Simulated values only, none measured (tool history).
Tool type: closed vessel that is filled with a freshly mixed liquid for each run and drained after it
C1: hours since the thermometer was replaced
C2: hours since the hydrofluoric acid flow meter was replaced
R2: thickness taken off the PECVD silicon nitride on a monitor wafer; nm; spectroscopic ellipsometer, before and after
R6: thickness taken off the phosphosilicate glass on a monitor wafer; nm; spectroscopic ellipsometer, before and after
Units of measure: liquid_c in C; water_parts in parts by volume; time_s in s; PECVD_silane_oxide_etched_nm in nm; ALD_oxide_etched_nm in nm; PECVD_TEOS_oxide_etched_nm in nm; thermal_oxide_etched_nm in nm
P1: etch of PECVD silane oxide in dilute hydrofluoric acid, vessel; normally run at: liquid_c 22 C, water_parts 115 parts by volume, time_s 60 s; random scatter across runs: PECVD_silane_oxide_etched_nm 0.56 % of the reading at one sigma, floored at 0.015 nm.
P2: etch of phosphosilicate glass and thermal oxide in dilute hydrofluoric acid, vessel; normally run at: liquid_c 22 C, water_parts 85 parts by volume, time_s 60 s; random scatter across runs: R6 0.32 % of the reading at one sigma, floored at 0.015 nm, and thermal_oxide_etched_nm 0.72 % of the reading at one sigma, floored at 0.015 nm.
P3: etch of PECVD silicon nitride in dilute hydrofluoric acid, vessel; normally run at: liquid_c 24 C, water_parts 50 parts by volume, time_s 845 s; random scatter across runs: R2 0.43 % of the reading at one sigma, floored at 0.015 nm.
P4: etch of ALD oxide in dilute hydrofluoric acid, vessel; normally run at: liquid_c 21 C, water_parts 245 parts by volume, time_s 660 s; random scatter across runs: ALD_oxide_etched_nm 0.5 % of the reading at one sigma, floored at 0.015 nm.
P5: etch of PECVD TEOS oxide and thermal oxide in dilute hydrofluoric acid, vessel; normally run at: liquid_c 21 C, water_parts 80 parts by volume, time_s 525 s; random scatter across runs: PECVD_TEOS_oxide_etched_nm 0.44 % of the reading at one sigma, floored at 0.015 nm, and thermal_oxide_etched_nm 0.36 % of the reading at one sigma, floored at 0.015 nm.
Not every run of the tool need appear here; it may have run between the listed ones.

run 1 day=0.525 | process=P1 liquid_c=22 water_parts=115 time_s=60 | C1=777.2 C2=527.5 | PECVD_silane_oxide_etched_nm=17.899
run 2 day=1.162 | process=P1 liquid_c=26.5 water_parts=55 time_s=60 | C1=792.5 C2=542.8 | PECVD_silane_oxide_etched_nm=47.783
run 3 day=1.588 | process=P3 liquid_c=24 water_parts=50 time_s=75 | C1=802.7 C2=553 | R2=4.5066
run 4 day=2.196 | process=P4 liquid_c=21 water_parts=245 time_s=1260 | C1=817.3 C2=567.6 | ALD_oxide_etched_nm=75.366
run 5 day=2.762 | process=P3 liquid_c=24 water_parts=50 time_s=845 | C1=830.9 C2=581.2 | R2=50.365
run 6 day=3.175 | process=P3 liquid_c=24 water_parts=20 time_s=845 | C1=840.8 C2=591.1 | R2=122.01
run 7 day=3.792 | process=P5 liquid_c=21 water_parts=80 time_s=900 | C1=855.6 C2=605.9 | PECVD_TEOS_oxide_etched_nm=89.288 thermal_oxide_etched_nm=50.664
run 8 day=4.392 | process=P2 liquid_c=22 water_parts=45 time_s=60 | C1=870 C2=620.3 | thermal_oxide_etched_nm=6.1423 R6=221.71
run 9 day=4.917 | process=P1 liquid_c=22 water_parts=115 time_s=60 | C1=882.6 C2=632.9 | PECVD_silane_oxide_etched_nm=17.553
run 10 day=5.425 | process=P1 liquid_c=22 water_parts=115 time_s=60 | C1=894.8 C2=645.1 | PECVD_silane_oxide_etched_nm=17.689
run 11 day=5.838 | process=P5 liquid_c=21 water_parts=140 time_s=525 | C1=904.7 C2=655 | PECVD_TEOS_oxide_etched_nm=27.747 thermal_oxide_etched_nm=15.858
run 12 day=6.383 | process=P1 liquid_c=22 water_parts=115 time_s=105 | C1=917.8 C2=668.1 | PECVD_silane_oxide_etched_nm=30.882
-- day=6.454 thermometer replaced
run 13 day=6.696 | process=P1 liquid_c=22 water_parts=115 time_s=30 | C1=5.9 C2=675.6 | PECVD_silane_oxide_etched_nm=8.8217
-- day=6.829 hydrofluoric acid flow meter replaced
run 14 day=7.275 | process=P3 liquid_c=28.5 water_parts=50 time_s=845 | C1=19.8 C2=10.7 | R2=68.623
run 15 day=7.933 | process=P5 liquid_c=17 water_parts=80 time_s=525 | C1=35.6 C2=26.5 | PECVD_TEOS_oxide_etched_nm=44.088 thermal_oxide_etched_nm=25.179
run 16 day=8.467 | process=P1 liquid_c=22 water_parts=115 time_s=60 | C1=48.4 C2=39.3 | PECVD_silane_oxide_etched_nm=17.801
run 17 day=8.842 | process=P1 liquid_c=22 water_parts=65 time_s=60 | C1=57.4 C2=48.3 | PECVD_silane_oxide_etched_nm=32.975
run 18 day=9.162 | process=P4 liquid_c=21 water_parts=245 time_s=660 | C1=65.1 C2=56 | ALD_oxide_etched_nm=39.554
run 19 day=9.583 | process=P2 liquid_c=22 water_parts=85 time_s=30 | C1=75.2 C2=66.1 | thermal_oxide_etched_nm=1.5608 R6=55.557
run 20 day=10.033 | process=P1 liquid_c=27 water_parts=115 time_s=60 | C1=86 C2=76.9 | PECVD_silane_oxide_etched_nm=21.373
run 21 day=10.579 | process=P4 liquid_c=26 water_parts=245 time_s=660 | C1=99.1 C2=90 | ALD_oxide_etched_nm=47.272
run 22 day=10.888 | process=P1 liquid_c=17 water_parts=115 time_s=60 | C1=106.5 C2=97.4 | PECVD_silane_oxide_etched_nm=14.298
run 23 day=11.396 | process=P5 liquid_c=21 water_parts=80 time_s=525 | C1=118.7 C2=109.6 | PECVD_TEOS_oxide_etched_nm=51.944 thermal_oxide_etched_nm=29.554

Run 24 comes next. What will it give?
run 24 day=12.054 | process=P2 liquid_c=27.5 water_parts=85 time_s=60 | C1=134.5 C2=125.4 | thermal_oxide_etched_nm=? R6=?

{"run 24": {"thermal_oxide_etched_nm": 3.8989, "R6": 139.25}}

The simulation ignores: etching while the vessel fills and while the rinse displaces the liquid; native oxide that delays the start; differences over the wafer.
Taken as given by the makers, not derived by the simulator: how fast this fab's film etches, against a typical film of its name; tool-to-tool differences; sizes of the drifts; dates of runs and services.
